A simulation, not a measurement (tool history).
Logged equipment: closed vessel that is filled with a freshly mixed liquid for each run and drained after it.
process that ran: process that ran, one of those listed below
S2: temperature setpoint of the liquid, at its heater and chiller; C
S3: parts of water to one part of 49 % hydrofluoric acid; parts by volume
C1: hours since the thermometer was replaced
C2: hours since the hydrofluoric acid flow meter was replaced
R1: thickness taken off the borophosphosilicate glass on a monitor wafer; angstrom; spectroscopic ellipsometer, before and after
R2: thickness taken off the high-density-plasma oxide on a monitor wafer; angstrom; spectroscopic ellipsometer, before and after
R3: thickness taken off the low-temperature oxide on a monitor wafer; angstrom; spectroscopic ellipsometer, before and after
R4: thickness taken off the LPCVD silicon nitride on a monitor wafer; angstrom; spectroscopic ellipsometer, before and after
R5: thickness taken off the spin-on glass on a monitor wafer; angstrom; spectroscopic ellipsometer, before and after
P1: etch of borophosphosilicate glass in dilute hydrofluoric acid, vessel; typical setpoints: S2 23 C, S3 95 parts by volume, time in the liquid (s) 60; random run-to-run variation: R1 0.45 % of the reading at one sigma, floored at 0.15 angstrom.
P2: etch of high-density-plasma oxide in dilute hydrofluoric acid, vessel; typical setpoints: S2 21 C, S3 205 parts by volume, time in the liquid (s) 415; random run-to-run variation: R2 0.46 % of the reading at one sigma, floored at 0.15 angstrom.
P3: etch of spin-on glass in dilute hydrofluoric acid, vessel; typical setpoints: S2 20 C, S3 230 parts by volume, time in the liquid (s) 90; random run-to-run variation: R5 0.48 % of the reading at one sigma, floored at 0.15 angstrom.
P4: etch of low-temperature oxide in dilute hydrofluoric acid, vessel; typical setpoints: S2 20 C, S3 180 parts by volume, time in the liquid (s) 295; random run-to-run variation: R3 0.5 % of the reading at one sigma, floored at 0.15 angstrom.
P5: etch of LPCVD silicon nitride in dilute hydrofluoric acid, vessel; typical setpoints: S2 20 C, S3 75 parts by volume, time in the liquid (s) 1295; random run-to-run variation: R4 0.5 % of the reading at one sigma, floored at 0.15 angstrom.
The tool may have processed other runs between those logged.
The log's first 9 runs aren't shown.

run 10 hour=58.4 | process_that_ran=P5 S2=20 S3=75 time_in_the_liquid_(s)=2430 | C1=24.9 C2=17.2 | R4=130.56
run 11 hour=65.9 | process_that_ran=P4 S2=20 S3=180 time_in_the_liquid_(s)=295 | C1=32.4 C2=24.7 | R3=185.26
run 12 hour=73.7 | process_that_ran=P2 S2=21 S3=205 time_in_the_liquid_(s)=195 | C1=40.2 C2=32.5 | R2=56.987
run 13 hour=79.5 | process_that_ran=P1 S2=23 S3=95 time_in_the_liquid_(s)=60 | C1=46 C2=38.3 | R1=171.86
run 14 hour=83.5 | process_that_ran=P1 S2=23 S3=60 time_in_the_liquid_(s)=60 | C1=50 C2=42.3 | R1=285.4
run 15 hour=89.8 | process_that_ran=P4 S2=20 S3=180 time_in_the_liquid_(s)=295 | C1=56.3 C2=48.6 | R3=186.04
run 16 hour=96.7 | process_that_ran=P1 S2=23 S3=95 time_in_the_liquid_(s)=60 | C1=63.2 C2=55.5 | R1=172.22
run 17 hour=103.3 | process_that_ran=P2 S2=17 S3=205 time_in_the_liquid_(s)=415 | C1=69.8 C2=62.1 | R2=105.04
run 18 hour=106.7 | process_that_ran=P3 S2=25.5 S3=230 time_in_the_liquid_(s)=90 | C1=73.2 C2=65.5 | R5=173.59
run 19 hour=114.1 | process_that_ran=P5 S2=17 S3=75 time_in_the_liquid_(s)=1295 | C1=80.6 C2=72.9 | R4=56.259
run 20 hour=120.9 | process_that_ran=P3 S2=20 S3=230 time_in_the_liquid_(s)=165 | C1=87.4 C2=79.7 | R5=259.71
run 21 hour=128.4 | process_that_ran=P4 S2=17 S3=180 time_in_the_liquid_(s)=295 | C1=94.9 C2=87.2 | R3=164.34
run 22 hour=132.9 | process_that_ran=P1 S2=23 S3=95 time_in_the_liquid_(s)=90 | C1=99.4 C2=91.7 | R1=258.5
run 23 hour=136.4 | process_that_ran=P5 S2=20 S3=20 time_in_the_liquid_(s)=1295 | C1=102.9 C2=95.2 | R4=247.89
run 24 hour=143.5 | process_that_ran=P1 S2=30 S3=95 time_in_the_liquid_(s)=60 | C1=110 C2=102.3 | R1=224.62
run 25 hour=148.1 | process_that_ran=P3 S2=20 S3=230 time_in_the_liquid_(s)=90 | C1=114.6 C2=106.9 | R5=141.88
run 26 hour=152.1 | process_that_ran=P1 S2=23 S3=160 time_in_the_liquid_(s)=60 | C1=118.6 C2=110.9 | R1=94.803
run 27 hour=158.6 | process_that_ran=P4 S2=20 S3=180 time_in_the_liquid_(s)=580 | C1=125.1 C2=117.4 | R3=360.25
run 28 hour=165.7 | process_that_ran=P3 S2=20 S3=230 time_in_the_liquid_(s)=90 | C1=132.2 C2=124.5 | R5=141.83
run 29 hour=171.5 | process_that_ran=P1 S2=23 S3=95 time_in_the_liquid_(s)=35 | C1=138 C2=130.3 | R1=100.38

The next listed run, before its measurement:
run 30 hour=177.9 | process_that_ran=P3 S2=20 S3=105 time_in_the_liquid_(s)=90 | C1=144.4 C2=136.7 | R5=?

R5: 350.63 angstrom

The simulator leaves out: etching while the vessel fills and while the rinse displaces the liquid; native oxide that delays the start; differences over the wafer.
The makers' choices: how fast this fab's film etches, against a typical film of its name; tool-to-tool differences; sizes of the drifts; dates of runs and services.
